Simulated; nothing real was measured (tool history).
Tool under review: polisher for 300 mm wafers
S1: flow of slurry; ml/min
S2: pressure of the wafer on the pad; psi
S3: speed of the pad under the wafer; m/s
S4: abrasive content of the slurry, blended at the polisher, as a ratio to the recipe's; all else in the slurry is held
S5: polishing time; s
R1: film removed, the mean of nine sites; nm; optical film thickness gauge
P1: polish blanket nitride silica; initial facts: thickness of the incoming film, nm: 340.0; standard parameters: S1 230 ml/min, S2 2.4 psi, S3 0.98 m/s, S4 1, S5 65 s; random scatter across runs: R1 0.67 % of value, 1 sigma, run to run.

run    day   S1   S2    S3    S4  S5      R1
  1  0.246  230  2.4  0.98     1  65  29.806
  2  0.525  230  2.4  0.98  0.55  99  32.858
  3  0.783  230  2.4  0.98     1  65  29.809
  4  0.996  230    3  0.98     1  65  36.915
     1.108  -- slurry nozzle cleaned
  5  1.258  140  2.4  0.98     1  65  27.632
  6  1.496  230  2.4  0.98     1  65  29.857
  7  1.779  230  2.4  1.44     1  65  40.705
  8  2.158  230  2.4  0.98     1  65  29.655
  9  2.446  230  2.4  0.98     1  65  29.738
 10  2.771  305  2.4  0.98     1  65  30.694
 11  3.033  230  3.4  0.98  0.65  65  34.079
 12  3.225  230  2.4  0.98  0.55  65  21.749
 13  3.562  230  2.4  0.98     1  32  14.643
 14   3.95  230  2.4  0.48     1  65  16.813
 15  4.304  230  2.4  0.98     1  98  44.963
 16  4.521  230  2.4  0.98     1  65  29.862
 17  4.696  230  2.4  0.98   1.5  65  35.111
 18  5.058  230  3.4  1.38     1  65  55.357
 19   5.35  230  2.4  0.98     1  65  29.457
 20  5.717  230  1.5  0.98     1  65  18.624
 21  5.912  230  2.4  0.98     1  65  29.741
 22  6.208  230  2.4  0.98     1  65   28.44
 23  6.525  230  2.4  0.98     1  65  27.974
 24  6.808  230  2.4  0.98     1  65  27.395
 25  6.979  230  2.4  0.98     1  65  27.185
     7.129  -- worn pad replaced by a new one
 26  7.212  230  2.4  0.98     1  65  26.899
     7.338  -- conditioning disc replaced and pad reconditioned
     7.354  -- slurry nozzle cleaned
 27  7.388  230  2.4  0.98     1  65  26.513
 28  7.746  230  2.4  0.98     1  65  26.469
 29  7.988  230  2.4  0.98     1  65  26.597
 30  8.308  230  2.4  0.98     1  65  26.312
 31  8.567  230  2.4  0.98     1  65  26.242
 32  8.812  230  2.4  0.98     1  65  26.313

What P1 gives has crept away from where it was. These 2 causes fit the log equally well, each at the size given:
A: abrasive missing from the slurry, % = 22.8
B: head's pressure below its setpoint, % = 11.8
The onset of the drift is placed at about day 5.912.
Each remaining cause and why it is not a fit:
removal rate lost through wear of the pad, %: serviced after onset, at day 7.129, with no recovery of the prior output
slurry flow missing at the pad, %: serviced after onset, at day 7.354, with no recovery of the prior output
time polished since the conditioner stopped cutting, s: serviced after onset, at day 7.338, with no recovery of the prior output

Below are 4 check runs, each averaged over 2 wafers, with their results shown as question marks. Which of them would give clearly different results depending on which cause is behind the drift?
check 1  9.058  230  2.4  0.52     1  65   ?
check 2  9.058  140  2.4  0.98  0.55  65   ?
check 3  9.058  140  2.4  0.98     1  65   ?
check 4  9.058  230  2.4  0.98   1.2  65   ?

How each check would come out, cause by cause:
  check  result    if A    if B
check 1      R1  15.788  15.794
check 2      R1  17.112  17.778
check 3      R1  24.379  24.389
check 4      R1  28.695  28.372
Distance between the nearest two causes, measured in the result of the check that separates them most: check 1 0.04 %; check 2 3.82 %; check 3 0.04 %; check 4 1.13 %
Only in check 2 would the causes give clearly different results; in the remaining checks their results would be nearly the same.

The results of check 2 are: R1 17.142 nm. Based on these, which of the listed causes is it?

A is the cause: abrasive missing from the slurry, %.

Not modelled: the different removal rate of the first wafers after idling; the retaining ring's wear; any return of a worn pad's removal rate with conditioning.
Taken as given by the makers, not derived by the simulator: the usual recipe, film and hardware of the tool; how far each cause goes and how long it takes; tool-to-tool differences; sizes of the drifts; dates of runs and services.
